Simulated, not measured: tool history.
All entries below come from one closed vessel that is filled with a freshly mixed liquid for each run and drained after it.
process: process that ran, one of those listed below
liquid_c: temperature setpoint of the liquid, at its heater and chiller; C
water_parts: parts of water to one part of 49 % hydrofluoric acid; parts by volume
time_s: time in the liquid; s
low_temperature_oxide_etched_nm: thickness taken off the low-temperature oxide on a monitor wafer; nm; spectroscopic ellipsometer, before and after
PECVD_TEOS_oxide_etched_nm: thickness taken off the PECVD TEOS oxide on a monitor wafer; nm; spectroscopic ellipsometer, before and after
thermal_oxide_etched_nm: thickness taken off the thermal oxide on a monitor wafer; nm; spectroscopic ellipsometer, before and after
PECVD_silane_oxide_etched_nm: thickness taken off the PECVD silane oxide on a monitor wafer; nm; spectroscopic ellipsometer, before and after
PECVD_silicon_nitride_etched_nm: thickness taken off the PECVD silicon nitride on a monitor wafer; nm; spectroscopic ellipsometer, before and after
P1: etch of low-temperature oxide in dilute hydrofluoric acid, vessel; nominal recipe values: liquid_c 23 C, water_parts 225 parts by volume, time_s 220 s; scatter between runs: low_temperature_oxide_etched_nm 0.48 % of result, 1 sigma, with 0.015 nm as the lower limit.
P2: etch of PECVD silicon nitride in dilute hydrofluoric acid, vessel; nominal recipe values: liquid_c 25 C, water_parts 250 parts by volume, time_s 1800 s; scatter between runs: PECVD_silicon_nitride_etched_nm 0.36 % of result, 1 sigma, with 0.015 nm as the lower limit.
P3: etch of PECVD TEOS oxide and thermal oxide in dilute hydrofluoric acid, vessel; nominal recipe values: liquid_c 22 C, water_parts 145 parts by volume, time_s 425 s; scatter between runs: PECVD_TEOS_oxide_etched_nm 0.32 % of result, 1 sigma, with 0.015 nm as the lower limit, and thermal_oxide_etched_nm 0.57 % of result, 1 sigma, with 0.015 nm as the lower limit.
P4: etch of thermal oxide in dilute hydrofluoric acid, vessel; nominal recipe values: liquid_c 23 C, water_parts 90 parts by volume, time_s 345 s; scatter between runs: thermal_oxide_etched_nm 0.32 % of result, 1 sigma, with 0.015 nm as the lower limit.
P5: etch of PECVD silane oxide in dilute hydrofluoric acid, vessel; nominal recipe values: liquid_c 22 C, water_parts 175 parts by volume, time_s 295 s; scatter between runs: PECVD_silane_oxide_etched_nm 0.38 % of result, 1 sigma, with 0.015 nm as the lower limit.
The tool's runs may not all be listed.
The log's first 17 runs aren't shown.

run	hour	process	liquid_c	water_parts	time_s	hours since the thermometer was replaced	hours since the hydrofluoric acid flow meter was replaced	low_temperature_oxide_etched_nm	PECVD_TEOS_oxide_etched_nm	thermal_oxide_etched_nm	PECVD_silane_oxide_etched_nm	PECVD_silicon_nitride_etched_nm
18	68.1	P2	25	55	1800	1421.5	1570.3					59.488
19	71.3	P4	23	90	150	1424.7	1573.5			7.7024		
20	74.8	P5	22	175	50	1428.2	1577				4.192	
21	78.8	P1	23	225	220	1432.2	1581	20.928				
# hour 80.4: thermometer replaced
22	81.5	P1	23	225	220	1.2	1583.7	20.94				
23	85.8	P1	23	225	390	5.5	1588	37.29				
24	88.3	P3	22	145	425	8	1590.5		51.779	12.228		
25	93.7	P1	23	370	220	13.4	1595.9	11.119				
26	97.6	P4	23	50	345	17.3	1599.8			33.459		
27	102.4	P1	23	225	105	22.1	1604.6	9.8992				
28	106.8	P4	31	90	345	26.5	1609			24.307		
29	109.8	P4	23	90	345	29.5	1612			17.731		
30	113.2	P1	23	225	220	32.9	1615.4	20.859				
31	117.7	P1	23	225	220	37.4	1619.9	21.382				
32	120.3	P1	23	225	220	40	1622.5	21.591				
33	124.8	P1	23	225	220	44.5	1627	21.865				

Estimate the outcome of run 34 from the log above:
34	129.2	P1	23	225	220	48.9	1631.4	?				

{"run 34": {"low_temperature_oxide_etched_nm": 21.934}}

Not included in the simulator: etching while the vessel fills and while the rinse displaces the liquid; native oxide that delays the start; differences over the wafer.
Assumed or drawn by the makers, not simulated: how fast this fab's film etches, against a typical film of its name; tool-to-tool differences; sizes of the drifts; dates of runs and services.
